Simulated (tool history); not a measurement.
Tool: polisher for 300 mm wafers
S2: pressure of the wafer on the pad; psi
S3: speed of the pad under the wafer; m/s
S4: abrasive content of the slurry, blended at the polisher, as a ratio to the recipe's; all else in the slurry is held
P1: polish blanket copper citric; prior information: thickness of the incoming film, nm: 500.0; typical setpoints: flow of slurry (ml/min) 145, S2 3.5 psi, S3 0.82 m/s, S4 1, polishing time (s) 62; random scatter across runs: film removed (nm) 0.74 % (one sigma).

Run 1, hour 18: flow of slurry (ml/min) 145, S2 3.5 psi, S3 0.82 m/s, S4 1, polishing time (s) 62. Result: film removed (nm) 129.49.
Run 2, hour 35.7: flow of slurry (ml/min) 145, S2 3.5 psi, S3 0.82 m/s, S4 1, polishing time (s) 62. Result: film removed (nm) 128.06.
Run 3, hour 55.2: flow of slurry (ml/min) 145, S2 5.2 psi, S3 0.82 m/s, S4 1, polishing time (s) 62. Result: film removed (nm) 187.21.
Run 4, hour 71.2: flow of slurry (ml/min) 145, S2 3.5 psi, S3 1.22 m/s, S4 1, polishing time (s) 62. Result: film removed (nm) 189.43.
Run 5, hour 84.4: flow of slurry (ml/min) 145, S2 3.5 psi, S3 0.82 m/s, S4 0.55, polishing time (s) 62. Result: film removed (nm) 113.08.
Run 6, hour 94.5: flow of slurry (ml/min) 145, S2 3.5 psi, S3 0.82 m/s, S4 1, polishing time (s) 62. Result: film removed (nm) 127.52.
Run 7, hour 110.2: flow of slurry (ml/min) 220, S2 3.5 psi, S3 0.82 m/s, S4 1, polishing time (s) 62. Result: film removed (nm) 134.83.
Run 8, hour 125.2: flow of slurry (ml/min) 145, S2 3.5 psi, S3 0.82 m/s, S4 1.45, polishing time (s) 62. Result: film removed (nm) 140.09.
Run 9, hour 140.6: flow of slurry (ml/min) 110, S2 2.3 psi, S3 0.82 m/s, S4 1, polishing time (s) 62. Result: film removed (nm) 80.778.
Run 10, hour 156.2: flow of slurry (ml/min) 145, S2 3.5 psi, S3 0.48 m/s, S4 1, polishing time (s) 62. Result: film removed (nm) 75.112.
Run 11, hour 166.4: flow of slurry (ml/min) 145, S2 3.5 psi, S3 0.82 m/s, S4 1, polishing time (s) 33. Result: film removed (nm) 67.022.
Run 12, hour 184.9: flow of slurry (ml/min) 85, S2 3.5 psi, S3 0.82 m/s, S4 1, polishing time (s) 62. Result: film removed (nm) 111.5.
Run 13, hour 200.2: flow of slurry (ml/min) 145, S2 3.5 psi, S3 0.82 m/s, S4 1, polishing time (s) 62. Result: film removed (nm) 127.9.
Run 14, hour 214.3: flow of slurry (ml/min) 145, S2 3.5 psi, S3 0.82 m/s, S4 1, polishing time (s) 94. Result: film removed (nm) 191.1.
Run 15, hour 228.8: flow of slurry (ml/min) 145, S2 1.8 psi, S3 0.82 m/s, S4 1, polishing time (s) 62. Result: film removed (nm) 67.241.
Run 16, hour 243.9: flow of slurry (ml/min) 90, S2 3.5 psi, S3 1.16 m/s, S4 1, polishing time (s) 62. Result: film removed (nm) 161.35.
Run 17, hour 252.7: flow of slurry (ml/min) 145, S2 3.5 psi, S3 0.82 m/s, S4 1, polishing time (s) 62. Result: film removed (nm) 127.26.
Run 18, hour 267.2: flow of slurry (ml/min) 145, S2 3.5 psi, S3 0.82 m/s, S4 1, polishing time (s) 62. Result: film removed (nm) 128.1.
Run 19, hour 286.6: flow of slurry (ml/min) 145, S2 3.5 psi, S3 0.82 m/s, S4 1, polishing time (s) 62. Result: film removed (nm) 125.87.
Run 20, hour 305.4: flow of slurry (ml/min) 145, S2 3.5 psi, S3 0.82 m/s, S4 1, polishing time (s) 62. Result: film removed (nm) 123.46.
Run 21, hour 324.6: flow of slurry (ml/min) 145, S2 3.5 psi, S3 0.82 m/s, S4 1, polishing time (s) 62. Result: film removed (nm) 120.76.
Run 22, hour 335: flow of slurry (ml/min) 145, S2 3.5 psi, S3 0.82 m/s, S4 1, polishing time (s) 62. Result: film removed (nm) 119.17.
At hour 338.2: slurry blender recalibrated.
Run 23, hour 350: flow of slurry (ml/min) 145, S2 3.5 psi, S3 0.82 m/s, S4 1, polishing time (s) 62. Result: film removed (nm) 119.1.
At hour 361.3: head pressure recalibrated.
Run 24, hour 362.1: flow of slurry (ml/min) 145, S2 3.5 psi, S3 0.82 m/s, S4 1, polishing time (s) 62. Result: film removed (nm) 118.19.
Run 25, hour 380.9: flow of slurry (ml/min) 145, S2 3.5 psi, S3 0.82 m/s, S4 1, polishing time (s) 62. Result: film removed (nm) 117.56.
Run 26, hour 391.4: flow of slurry (ml/min) 145, S2 3.5 psi, S3 0.82 m/s, S4 1, polishing time (s) 62. Result: film removed (nm) 117.7.
Run 27, hour 407: flow of slurry (ml/min) 145, S2 3.5 psi, S3 0.82 m/s, S4 1, polishing time (s) 62. Result: film removed (nm) 116.48.
Run 28, hour 418.1: flow of slurry (ml/min) 145, S2 3.5 psi, S3 0.82 m/s, S4 1, polishing time (s) 62. Result: film removed (nm) 116.68.
Run 29, hour 427.5: flow of slurry (ml/min) 145, S2 3.5 psi, S3 0.82 m/s, S4 1, polishing time (s) 62. Result: film removed (nm) 116.71.

P1 has crept away from where it was. The log is fitted equally well by each of these 2 causes, at the sizes shown:
A: slurry flow missing at the pad, % = 33
B: removal rate lost through wear of the pad, % = 8.25
The gradual shift began around hour 286.6.
Ruled out, with reasons:
head's pressure below its setpoint, %: serviced at hour 361.3, after the drift had started, without restoring the earlier output
abrasive missing from the slurry, %: serviced at hour 338.2, after the drift had started, without restoring the earlier output

The 4 check runs listed below each average the results of 5 wafers, and their outcomes are marked with question marks. Under which run would the listed causes produce clearly different results?
Run check 1, hour 436.9: flow of slurry (ml/min) 145, S2 3.5 psi, S3 0.82 m/s, S4 0.6, polishing time (s) 62. Result: film removed (nm) ?.
Run check 2, hour 436.9: flow of slurry (ml/min) 145, S2 4.6 psi, S3 0.82 m/s, S4 1, polishing time (s) 81. Result: film removed (nm) ?.
Run check 3, hour 436.9: flow of slurry (ml/min) 145, S2 4.8 psi, S3 0.82 m/s, S4 1, polishing time (s) 45. Result: film removed (nm) ?.
Run check 4, hour 436.9: flow of slurry (ml/min) 220, S2 4.2 psi, S3 0.82 m/s, S4 1, polishing time (s) 62. Result: film removed (nm) ?.

Check results expected under each cause:
  check             result    if A    if B
check 1  film removed (nm)  105.07  105.06
check 2  film removed (nm)  199.39  199.38
check 3  film removed (nm)   115.5  115.49
check 4  film removed (nm)  152.59  148.46
Smallest distance between any two causes, each pair judged by its most separating result, in per cent: check 1 0.01 %; check 2 0.01 %; check 3 0.01 %; check 4 2.74 %
The other checks would show nearly matching results whichever cause is true, so check 4 is the only one that separates the causes.

After running check 4, the following was obtained: film removed (nm) 148.33. Which cause does this point to?

It is B: removal rate lost through wear of the pad, %.
